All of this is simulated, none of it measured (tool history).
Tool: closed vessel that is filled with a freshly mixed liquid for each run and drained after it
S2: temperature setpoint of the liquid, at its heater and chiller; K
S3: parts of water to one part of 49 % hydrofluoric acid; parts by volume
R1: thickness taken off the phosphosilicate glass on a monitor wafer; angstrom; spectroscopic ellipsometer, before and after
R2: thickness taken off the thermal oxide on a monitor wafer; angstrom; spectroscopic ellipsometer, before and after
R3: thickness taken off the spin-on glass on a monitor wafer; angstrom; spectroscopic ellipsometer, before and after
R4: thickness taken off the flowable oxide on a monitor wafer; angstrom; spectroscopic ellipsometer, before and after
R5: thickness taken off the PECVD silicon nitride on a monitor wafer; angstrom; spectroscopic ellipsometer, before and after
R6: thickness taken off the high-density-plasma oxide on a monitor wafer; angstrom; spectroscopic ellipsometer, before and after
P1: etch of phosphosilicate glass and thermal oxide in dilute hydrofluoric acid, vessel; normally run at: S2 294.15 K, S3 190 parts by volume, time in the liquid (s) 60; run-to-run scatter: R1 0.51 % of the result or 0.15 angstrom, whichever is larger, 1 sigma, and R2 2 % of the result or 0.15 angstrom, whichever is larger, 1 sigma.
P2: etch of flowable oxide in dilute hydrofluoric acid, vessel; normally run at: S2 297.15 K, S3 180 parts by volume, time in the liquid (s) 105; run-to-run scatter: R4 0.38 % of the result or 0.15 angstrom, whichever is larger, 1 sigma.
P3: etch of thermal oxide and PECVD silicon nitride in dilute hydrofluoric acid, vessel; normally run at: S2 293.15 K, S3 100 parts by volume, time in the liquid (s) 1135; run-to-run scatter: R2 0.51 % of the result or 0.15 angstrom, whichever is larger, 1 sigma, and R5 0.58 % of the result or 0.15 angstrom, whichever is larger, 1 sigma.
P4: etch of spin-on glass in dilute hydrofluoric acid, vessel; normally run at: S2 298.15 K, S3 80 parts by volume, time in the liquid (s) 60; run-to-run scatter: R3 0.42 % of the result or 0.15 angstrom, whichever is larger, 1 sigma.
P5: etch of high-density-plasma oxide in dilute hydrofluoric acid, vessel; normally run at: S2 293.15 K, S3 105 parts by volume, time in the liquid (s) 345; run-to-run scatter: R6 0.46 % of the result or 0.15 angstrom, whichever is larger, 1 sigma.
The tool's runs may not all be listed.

run 1 day=0.217 | process_that_ran=P1 S2=294.15 S3=190 time_in_the_liquid_(s)=60 | R1=200.85 R2=11.676
run 2 day=0.329 | process_that_ran=P1 S2=294.15 S3=265 time_in_the_liquid_(s)=60 | R1=134.03 R2=7.715
run 3 day=0.508 | process_that_ran=P4 S2=298.15 S3=80 time_in_the_liquid_(s)=60 | R3=161.45
run 4 day=0.642 | process_that_ran=P2 S2=304.15 S3=180 time_in_the_liquid_(s)=105 | R4=267.43
run 5 day=0.812 | process_that_ran=P1 S2=294.15 S3=190 time_in_the_liquid_(s)=60 | R1=201.49 R2=11.604
run 6 day=0.95 | process_that_ran=P4 S2=294.15 S3=80 time_in_the_liquid_(s)=60 | R3=137.38
run 7 day=1.083 | process_that_ran=P3 S2=290.15 S3=100 time_in_the_liquid_(s)=1135 | R2=422.84 R5=120.93
run 8 day=1.321 | process_that_ran=P4 S2=298.15 S3=130 time_in_the_liquid_(s)=60 | R3=93.774
run 9 day=1.421 | process_that_ran=P3 S2=293.15 S3=100 time_in_the_liquid_(s)=1135 | R2=472.75 R5=149.76
run 10 day=1.612 | process_that_ran=P1 S2=294.15 S3=190 time_in_the_liquid_(s)=60 | R1=202.08 R2=11.691
run 11 day=1.783 | process_that_ran=P5 S2=293.15 S3=105 time_in_the_liquid_(s)=345 | R6=191.27
run 12 day=1.917 | process_that_ran=P5 S2=293.15 S3=175 time_in_the_liquid_(s)=345 | R6=106.4
run 13 day=2.096 | process_that_ran=P4 S2=298.15 S3=80 time_in_the_liquid_(s)=60 | R3=162.62
run 14 day=2.308 | process_that_ran=P1 S2=294.15 S3=190 time_in_the_liquid_(s)=30 | R1=100.63 R2=5.6904
run 15 day=2.517 | process_that_ran=P5 S2=297.15 S3=105 time_in_the_liquid_(s)=345 | R6=223.08
run 16 day=2.7 | process_that_ran=P1 S2=298.15 S3=190 time_in_the_liquid_(s)=60 | R1=233.12 R2=13.449
run 17 day=2.871 | process_that_ran=P1 S2=294.15 S3=190 time_in_the_liquid_(s)=60 | R1=201.34 R2=11.269
run 18 day=3.088 | process_that_ran=P4 S2=298.15 S3=80 time_in_the_liquid_(s)=30 | R3=81.118
run 19 day=3.192 | process_that_ran=P2 S2=297.15 S3=180 time_in_the_liquid_(s)=30 | R4=59.919
run 20 day=3.383 | process_that_ran=P5 S2=293.15 S3=105 time_in_the_liquid_(s)=595 | R6=331.61
run 21 day=3.542 | process_that_ran=P3 S2=293.15 S3=145 time_in_the_liquid_(s)=1135 | R2=316.16 R5=103.42
run 22 day=3.717 | process_that_ran=P1 S2=294.15 S3=190 time_in_the_liquid_(s)=60 | R1=200.65 R2=11.779
run 23 day=3.9 | process_that_ran=P1 S2=290.15 S3=190 time_in_the_liquid_(s)=60 | R1=171.79 R2=10.259
run 24 day=4.096 | process_that_ran=P2 S2=297.15 S3=180 time_in_the_liquid_(s)=105 | R4=209.24
run 25 day=4.2 | process_that_ran=P1 S2=298.15 S3=190 time_in_the_liquid_(s)=115 | R1=444.49 R2=25.793
run 26 day=4.379 | process_that_ran=P1 S2=294.15 S3=105 time_in_the_liquid_(s)=60 | R1=401.94 R2=23.432
run 27 day=4.55 | process_that_ran=P1 S2=294.15 S3=190 time_in_the_liquid_(s)=115 | R1=388.98 R2=20.999
run 28 day=4.779 | process_that_ran=P3 S2=293.15 S3=100 time_in_the_liquid_(s)=2190 | R2=926.28 R5=288.69
run 29 day=4.925 | process_that_ran=P2 S2=297.15 S3=35 time_in_the_liquid_(s)=105 | R4=1273.5
run 30 day=5.142 | process_that_ran=P1 S2=300.65 S3=95 time_in_the_liquid_(s)=60 | R1=571.57 R2=32.979
run 31 day=5.321 | process_that_ran=P1 S2=294.15 S3=190 time_in_the_liquid_(s)=60 | R1=200.82 R2=11.971
run 32 day=5.458 | process_that_ran=P1 S2=294.15 S3=190 time_in_the_liquid_(s)=60 | R1=196.69 R2=11.227
run 33 day=5.596 | process_that_ran=P1 S2=294.15 S3=190 time_in_the_liquid_(s)=60 | R1=194.77 R2=11.214
run 34 day=5.812 | process_that_ran=P1 S2=294.15 S3=190 time_in_the_liquid_(s)=60 | R1=190.68 R2=10.781
run 35 day=6.05 | process_that_ran=P1 S2=294.15 S3=190 time_in_the_liquid_(s)=60 | R1=186.64 R2=11.036
run 36 day=6.271 | process_that_ran=P1 S2=294.15 S3=190 time_in_the_liquid_(s)=60 | R1=186.52 R2=10.406
run 37 day=6.454 | process_that_ran=P1 S2=294.15 S3=190 time_in_the_liquid_(s)=60 | R1=185.81 R2=10.659
run 38 day=6.625 | process_that_ran=P1 S2=294.15 S3=190 time_in_the_liquid_(s)=60 | R1=184.73 R2=11.012
run 39 day=6.771 | process_that_ran=P1 S2=294.15 S3=190 time_in_the_liquid_(s)=60 | R1=185.31 R2=10.725
run 40 day=6.904 | process_that_ran=P1 S2=294.15 S3=190 time_in_the_liquid_(s)=60 | R1=185.26 R2=10.844
run 41 day=7.046 | process_that_ran=P1 S2=294.15 S3=190 time_in_the_liquid_(s)=60 | R1=186.32 R2=10.832

What P1 gives has crept away from where it was. These 2 causes fit the log equally well, each at the size given:
A: liquid colder than its thermometer reads (K) = 2.12
B: hydrofluoric acid flow below the setpoint (%) = 6.63
The creep began at about day 5.321.

4 check runs are offered, one wafer each, their results left as question marks. Which one tells the causes apart?
run check 1 day=7.188 | process_that_ran=P4 S2=298.15 S3=80 time_in_the_liquid_(s)=60 | R3=?
run check 2 day=7.188 | process_that_ran=P5 S2=293.15 S3=105 time_in_the_liquid_(s)=345 | R6=?
run check 3 day=7.188 | process_that_ran=P3 S2=293.15 S3=100 time_in_the_liquid_(s)=1135 | R2=? R5=?
run check 4 day=7.188 | process_that_ran=P2 S2=297.15 S3=180 time_in_the_liquid_(s)=105 | R4=?

What each check would give under each cause:
check=check_1 result=R3 if_A=148.89 if_B=150.29
check=check_2 result=R6 if_A=174.75 if_B=176.64
check=check_3 result=R2 if_A=438.42 if_B=443.46
check=check_3 result=R5 if_A=128.85 if_B=139.4
check=check_4 result=R4 if_A=191.97 if_B=191.53
How far apart the two closest causes lie, in the result that separates them most: check 1 0.94 %; check 2 1.08 %; check 3 7.86 %; check 4 0.22 %
Only check 3 tells the causes apart: in the others they would give nearly the same result.

Check 3 was then run and gave: R2 440.92 angstrom; R5 139.94 angstrom. Which cause is it?

It is B: hydrofluoric acid flow below the setpoint (%).

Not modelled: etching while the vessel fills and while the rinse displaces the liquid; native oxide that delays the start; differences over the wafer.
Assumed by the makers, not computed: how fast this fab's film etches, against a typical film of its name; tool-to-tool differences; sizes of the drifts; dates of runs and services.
